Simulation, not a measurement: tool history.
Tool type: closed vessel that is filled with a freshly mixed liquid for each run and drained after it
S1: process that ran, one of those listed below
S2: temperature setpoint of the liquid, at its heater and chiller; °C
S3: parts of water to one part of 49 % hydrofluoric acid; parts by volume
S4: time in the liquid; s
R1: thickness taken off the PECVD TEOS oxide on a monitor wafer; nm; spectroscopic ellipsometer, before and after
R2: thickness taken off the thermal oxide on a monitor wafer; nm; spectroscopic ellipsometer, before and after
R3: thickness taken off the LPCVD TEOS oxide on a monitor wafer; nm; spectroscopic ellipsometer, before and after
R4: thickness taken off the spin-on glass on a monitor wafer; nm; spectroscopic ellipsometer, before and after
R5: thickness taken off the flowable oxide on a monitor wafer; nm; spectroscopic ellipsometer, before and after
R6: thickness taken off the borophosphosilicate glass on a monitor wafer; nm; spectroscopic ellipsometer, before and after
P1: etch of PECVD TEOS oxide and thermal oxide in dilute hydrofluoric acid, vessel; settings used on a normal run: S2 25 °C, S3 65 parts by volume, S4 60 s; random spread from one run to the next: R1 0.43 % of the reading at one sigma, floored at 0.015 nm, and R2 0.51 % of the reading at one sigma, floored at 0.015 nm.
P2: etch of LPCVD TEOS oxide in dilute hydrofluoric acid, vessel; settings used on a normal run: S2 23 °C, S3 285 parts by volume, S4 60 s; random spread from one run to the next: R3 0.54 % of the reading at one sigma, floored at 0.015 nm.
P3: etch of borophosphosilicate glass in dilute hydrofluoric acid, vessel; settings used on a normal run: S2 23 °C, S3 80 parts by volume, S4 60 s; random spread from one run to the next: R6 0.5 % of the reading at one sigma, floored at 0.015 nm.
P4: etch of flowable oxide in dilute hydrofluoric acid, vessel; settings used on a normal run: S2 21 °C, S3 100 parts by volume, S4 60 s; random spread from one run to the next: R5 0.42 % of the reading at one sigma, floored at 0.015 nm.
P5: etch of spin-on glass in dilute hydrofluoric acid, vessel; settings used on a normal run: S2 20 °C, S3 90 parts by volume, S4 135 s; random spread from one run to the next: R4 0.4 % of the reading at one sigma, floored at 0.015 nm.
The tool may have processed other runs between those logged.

run   hour  S1    S2   S3   S4      R1      R2      R3      R4      R5      R6
  1   14.9  P1    25   65   60   26.06  4.6211
  2   23.1  P1    25   65  110  48.007  8.5682
  3   31.6  P1    25   65   60   26.18  4.6311
  4   48.8  P1    25   65   30   12.98  2.3262
  5   63.4  P2  28.5  285   60                  6.1279
  6   78.7  P2    23  285   60                  5.0601
  7   94.6  P1    25  110   60  14.572  2.5848
  8  106.3  P1    25   65   60  26.301  4.6467
  9  114.7  P1    25   65   60  26.096  4.6056
 10  125.4  P5    20   45  135                          122.91
 11  138.7  P1    32   65   60  34.282  6.0289
 12  149.3  P5    17   90  135                          51.276
 13  160.4  P4    29  100   60                                  29.673
 14  169.5  P3    23  115   60                                          29.708
 15  185.1  P5    20   90  135                          58.522
 16  202.5  P4    21  100   30                                  10.675
 17  219.4  P4    21  100   60                                  21.627
 18  235.9  P2    23   75   60                  24.154
 19  246.2  P2    23  285   30                  2.5248
 20  255.5  P3    23   80   60                                          44.582
 21  271.4  P1    25   65   60  26.113  4.6251
 22  282.3  P5    20   90  135                          57.885
 23    298  P1    25   25   60   71.44  12.647
 24  306.8  P3    19   80   60                                          37.959
 25  318.6  P3    23   80   60                                          44.877
 26  335.9  P1    30   40   60  53.811  9.5162
 27  345.1  P3    23   80   30                                          22.241
 28  355.3  P5    20   90   30                          12.896
 29  371.3  P4    21   30   60                                  78.431
 30  384.8  P1  19.5   65   60  20.707  3.6621
 31  395.4  P1    25   65   60  26.126  4.5656
 32  411.1  P1    25   65   60  25.827  4.6248
 33  421.6  P1    25   65   60  27.089  4.8459
 34  437.6  P1    25   65   60  27.698  4.9281
 35  446.4  P1    25   65   60  28.089  4.9568
 36  460.9  P1    25   65   60  28.283  5.0301
 37  476.1  P1    25   65   60   28.28   5.017
 38  488.1  P1    25   65   60  28.555  5.1083
 39  504.9  P1    25   65   60  28.542  5.0669

Compared with where it was, what P1 gives has crept away. Each cause listed below fits the log as well as the rest, at the size given for it:
A: hydrofluoric acid flow above the setpoint (%) = 8.78
B: liquid hotter than its thermometer reads (K) = 2.28
At approximately hour 411.1, the process output began to creep.

You are offered 4 check runs, listed below with question marks in place of their results; each one averages 2 wafers. Which run separates the listed causes by giving clearly different results for each?
check 1  521.7  P4    21   45  30                   ?
check 2  521.7  P2  28.5  285  60           ?
check 3  521.7  P5    17   90  45               ?
check 4  521.7  P3    23  110  60                       ?

Expected result of each check under each candidate cause:
  check  result    if A    if B
check 1      R5  27.921  28.116
check 2      R3  6.8463  6.6118
check 3      R4  18.746  18.821
check 4      R6   34.46  34.282
How far apart the two closest causes lie, in the result that separates them most: check 1 0.7 %; check 2 3.49 %; check 3 0.4 %; check 4 0.52 %
Check 2 is the one run that separates the causes; every other check would come out nearly the same whichever cause is at work.

Check 2 was carried out, with these results: R3 6.811 nm. Which of the listed causes is responsible?

The correct cause is A, namely: hydrofluoric acid flow above the setpoint (%).
